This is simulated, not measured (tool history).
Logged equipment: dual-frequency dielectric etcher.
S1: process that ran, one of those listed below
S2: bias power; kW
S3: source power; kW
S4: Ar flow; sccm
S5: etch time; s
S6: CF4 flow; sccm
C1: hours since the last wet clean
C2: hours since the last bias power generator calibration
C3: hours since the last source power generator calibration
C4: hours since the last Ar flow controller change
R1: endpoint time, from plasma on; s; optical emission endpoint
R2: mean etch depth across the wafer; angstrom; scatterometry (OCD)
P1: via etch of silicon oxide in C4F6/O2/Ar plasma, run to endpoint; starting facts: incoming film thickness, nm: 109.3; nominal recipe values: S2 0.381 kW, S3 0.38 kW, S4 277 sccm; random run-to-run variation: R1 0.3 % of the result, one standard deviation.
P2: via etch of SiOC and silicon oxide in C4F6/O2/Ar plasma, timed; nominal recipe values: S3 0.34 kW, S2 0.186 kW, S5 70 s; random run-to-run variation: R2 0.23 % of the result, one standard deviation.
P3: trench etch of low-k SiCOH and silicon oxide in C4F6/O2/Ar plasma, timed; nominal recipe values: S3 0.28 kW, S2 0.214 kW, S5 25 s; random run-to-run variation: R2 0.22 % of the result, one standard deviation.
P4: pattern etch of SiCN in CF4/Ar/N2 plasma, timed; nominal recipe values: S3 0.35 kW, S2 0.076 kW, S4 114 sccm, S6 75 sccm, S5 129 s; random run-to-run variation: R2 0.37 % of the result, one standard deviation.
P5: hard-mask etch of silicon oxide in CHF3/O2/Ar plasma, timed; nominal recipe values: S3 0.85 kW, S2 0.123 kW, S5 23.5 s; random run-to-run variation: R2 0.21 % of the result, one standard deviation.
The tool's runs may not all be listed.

run	day	S1	S2	S3	S4	S5	S6	C1	C2	C3	C4	R1	R2
1	0.667	P1	0.381	0.38	277			98.7	1246.4	593.9	513	27.394	
2	1.35	P3	0.214	0.37		25		115.1	1262.8	610.3	529.4		756.1
3	1.992	P1	0.381	0.38	277			130.5	1278.2	625.7	544.8	27.414	
4	2.433	P5	0.123	0.53		23.5		141.1	1288.8	636.3	555.4		389.59
5	2.917	P1	0.453	0.38	341			152.7	1300.4	647.9	567	26.378	
6	3.638	P1	0.381	0.38	193			170	1317.7	665.2	584.3	26.418	
7	4.333	P5	0.123	0.85		23.5		186.7	1334.4	681.9	601		469.05
8	5.121	P4	0.076	0.35	114	185.5	75	205.6	1353.3	700.8	619.9		1322.1
9	5.642	P5	0.123	0.85		30		218.1	1365.8	713.3	632.4		596.93
10	6.225	P1	0.297	0.38	277			232.1	1379.8	727.3	646.4	30.082	
11	6.808	P4	0.076	0.35	141	129	75	246.1	1393.8	741.3	660.4		888.18
12	7.538	P3	0.297	0.28		25		263.6	1411.3	758.8	677.9		764.56
13	8.075	P2	0.186	0.34		70		276.5	1424.2	771.7	690.8		743.06
14	8.829	P1	0.381	0.38	277			294.6	1442.3	789.8	708.9	27.505	
15	9.442	P5	0.162	0.85		23.5		309.3	1457	804.5	723.6		511.16
16	10.225	P4	0.076	0.35	114	129	75	328.1	1475.8	823.3	742.4		917.94
17	10.754	P1	0.381	0.38	277			340.8	1488.5	836	755.1	27.632	
18	11.538	P4	0.076	0.35	114	129	52	359.6	1507.3	854.8	773.9		871.27
19	11.912	P4	0.076	0.35	114	129	75	368.6	1516.3	863.8	782.9		923.32
20	12.458	P1	0.381	0.38	277			381.7	1529.4	876.9	796	27.51	
21	12.908	P1	0.381	0.27	277			392.5	1540.2	887.7	806.8	31.211	
22	13.267	P3	0.214	0.28		14		401.1	1548.8	896.3	815.4		380.22
23	13.671	P2	0.186	0.46		70		410.8	1558.5	906	825.1		834.38
24	14.129	P1	0.51	0.38	277			421.8	1569.5	917	836.1	24.746	
25	14.908	P1	0.381	0.38	368			440.5	1588.2	935.7	854.8	28.501	
26	15.688	P1	0.381	0.48	277			459.2	1606.9	954.4	873.5	25.301	

For run 27, what comes out?
27	16.142	P2	0.186	0.34		42		470.1	1617.8	965.3	884.4		?

R2: 444.13 angstrom
